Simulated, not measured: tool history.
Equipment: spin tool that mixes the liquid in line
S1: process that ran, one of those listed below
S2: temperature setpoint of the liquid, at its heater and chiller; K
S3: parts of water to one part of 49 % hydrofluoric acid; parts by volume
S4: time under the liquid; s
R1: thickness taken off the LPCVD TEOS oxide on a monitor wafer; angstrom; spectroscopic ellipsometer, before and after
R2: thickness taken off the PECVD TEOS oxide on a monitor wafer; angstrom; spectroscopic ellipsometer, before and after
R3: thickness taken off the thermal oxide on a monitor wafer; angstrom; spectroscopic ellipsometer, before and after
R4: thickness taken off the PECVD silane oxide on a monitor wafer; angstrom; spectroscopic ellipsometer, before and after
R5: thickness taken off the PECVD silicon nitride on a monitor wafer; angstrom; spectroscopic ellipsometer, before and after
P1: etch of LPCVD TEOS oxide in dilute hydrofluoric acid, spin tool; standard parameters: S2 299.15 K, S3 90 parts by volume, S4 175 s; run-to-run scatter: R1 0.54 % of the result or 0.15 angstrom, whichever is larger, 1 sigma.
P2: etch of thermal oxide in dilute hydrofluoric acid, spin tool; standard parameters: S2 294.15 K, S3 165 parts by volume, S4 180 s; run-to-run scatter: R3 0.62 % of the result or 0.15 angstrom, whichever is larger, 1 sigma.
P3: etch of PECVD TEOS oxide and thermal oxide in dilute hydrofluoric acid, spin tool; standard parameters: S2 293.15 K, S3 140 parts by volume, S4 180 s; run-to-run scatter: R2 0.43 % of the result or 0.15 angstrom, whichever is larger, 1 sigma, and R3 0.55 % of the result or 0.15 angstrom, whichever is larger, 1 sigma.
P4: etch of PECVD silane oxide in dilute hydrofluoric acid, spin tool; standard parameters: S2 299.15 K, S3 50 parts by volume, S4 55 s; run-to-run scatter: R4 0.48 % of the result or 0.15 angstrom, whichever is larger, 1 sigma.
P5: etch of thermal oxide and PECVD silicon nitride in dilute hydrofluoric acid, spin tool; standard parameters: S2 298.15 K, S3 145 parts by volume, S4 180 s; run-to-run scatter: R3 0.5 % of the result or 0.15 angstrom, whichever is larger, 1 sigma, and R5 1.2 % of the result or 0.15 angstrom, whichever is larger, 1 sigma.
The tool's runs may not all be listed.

run,hour,S1,S2,S3,S4,R1,R2,R3,R4,R5
1,13.5,P1,299.15,90,175,481.15,,,,
2,23.6,P1,299.15,90,280,765.40,,,,
3,35.8,P3,290.15,140,180,,101.520,43.059,,
4,50.3,P4,299.15,90,55,,,,180.30,
5,68.6,P4,293.65,50,55,,,,270.30,
6,78.7,P1,294.15,90,335,756.97,,,,
7,87.6,P2,290.15,165,180,,,39.740,,
8,97.8,P3,293.15,140,180,,113.960,49.219,,
9,111.1,P1,290.65,90,175,340.52,,,,
10,128.7,P1,299.15,90,60,165.16,,,,
11,142.2,P1,299.15,135,175,301.49,,,,
12,156.2,P5,304.65,145,180,,,71.833,,34.2650
13,167.5,P1,299.15,135,275,475.59,,,,
14,186.0,P1,299.15,90,175,479.26,,,,
15,202.1,P1,299.15,90,175,482.86,,,,
16,219.6,P1,307.15,90,175,652.54,,,,
17,229.0,P2,294.15,45,180,,,192.260,,
18,244.2,P5,298.15,145,35,,,11.199,,4.3673
19,262.3,P3,293.15,60,180,,291.530,124.060,,
20,271.8,P2,294.15,165,180,,,45.918,,
21,288.1,P4,299.15,50,55,,,,339.25,
22,305.8,P3,293.15,140,180,,113.180,49.526,,
23,321.8,P1,299.15,45,175,1020.70,,,,
24,339.8,P1,299.15,90,175,484.95,,,,
25,348.3,P5,298.15,145,180,,,56.850,,22.3490
26,365.4,P5,298.15,60,180,,,152.510,,53.4530
27,379.6,P2,294.15,165,80,,,20.733,,
28,390.2,P4,299.15,50,25,,,,154.80,
29,406.3,P3,293.15,140,55,,34.772,14.980,,
30,417.2,P1,299.15,90,175,485.65,,,,
31,431.3,P1,299.15,90,175,503.16,,,,
32,448.7,P1,299.15,90,175,512.69,,,,
33,464.9,P1,299.15,90,175,513.36,,,,
34,474.1,P1,299.15,90,175,513.30,,,,
35,490.9,P1,299.15,90,175,517.94,,,,
36,507.5,P1,299.15,90,175,519.28,,,,
37,517.8,P1,299.15,90,175,522.56,,,,
38,531.9,P1,299.15,90,175,521.27,,,,

P1 has crept away from where it was. The log is fitted equally well by each of these 2 causes, at the sizes shown:
A: liquid hotter than its thermometer reads (K) = 2.05
B: hydrofluoric acid flow above the setpoint (%) = 7.38
The process output started creeping at around hour 417.2.

The 4 check runs listed below each average the results of 3 wafers, and their outcomes are marked with question marks. Under which run would the listed causes produce clearly different results?
check 1,546.0,P2,294.15,165,180,,,?,,
check 2,546.0,P5,298.15,145,180,,,?,,?
check 3,546.0,P3,293.15,140,180,,?,?,,
check 4,546.0,P4,299.15,50,55,,,,?,

Check results expected under each cause:
check,result,if A,if B
check 1,R3,49.818,50.016
check 2,R3,61.540,61.911
check 2,R5,25.9220,24.4250
check 3,R2,123.650,123.670
check 3,R3,53.359,53.366
check 4,R4,370.87,368.55
Minimum pairwise separation of causes per check, each pair taken at its best-separating result: check 1 0.4 %; check 2 5.95 %; check 3 0.01 %; check 4 0.63 %
Check 2 distinguishes between the causes, while the remaining checks would return nearly the same result for all of them.

After running check 2, the following was obtained: R3 61.949 angstrom; R5 24.5880 angstrom. Which cause does this point to?

Of the candidate causes, it is B: hydrofluoric acid flow above the setpoint (%).

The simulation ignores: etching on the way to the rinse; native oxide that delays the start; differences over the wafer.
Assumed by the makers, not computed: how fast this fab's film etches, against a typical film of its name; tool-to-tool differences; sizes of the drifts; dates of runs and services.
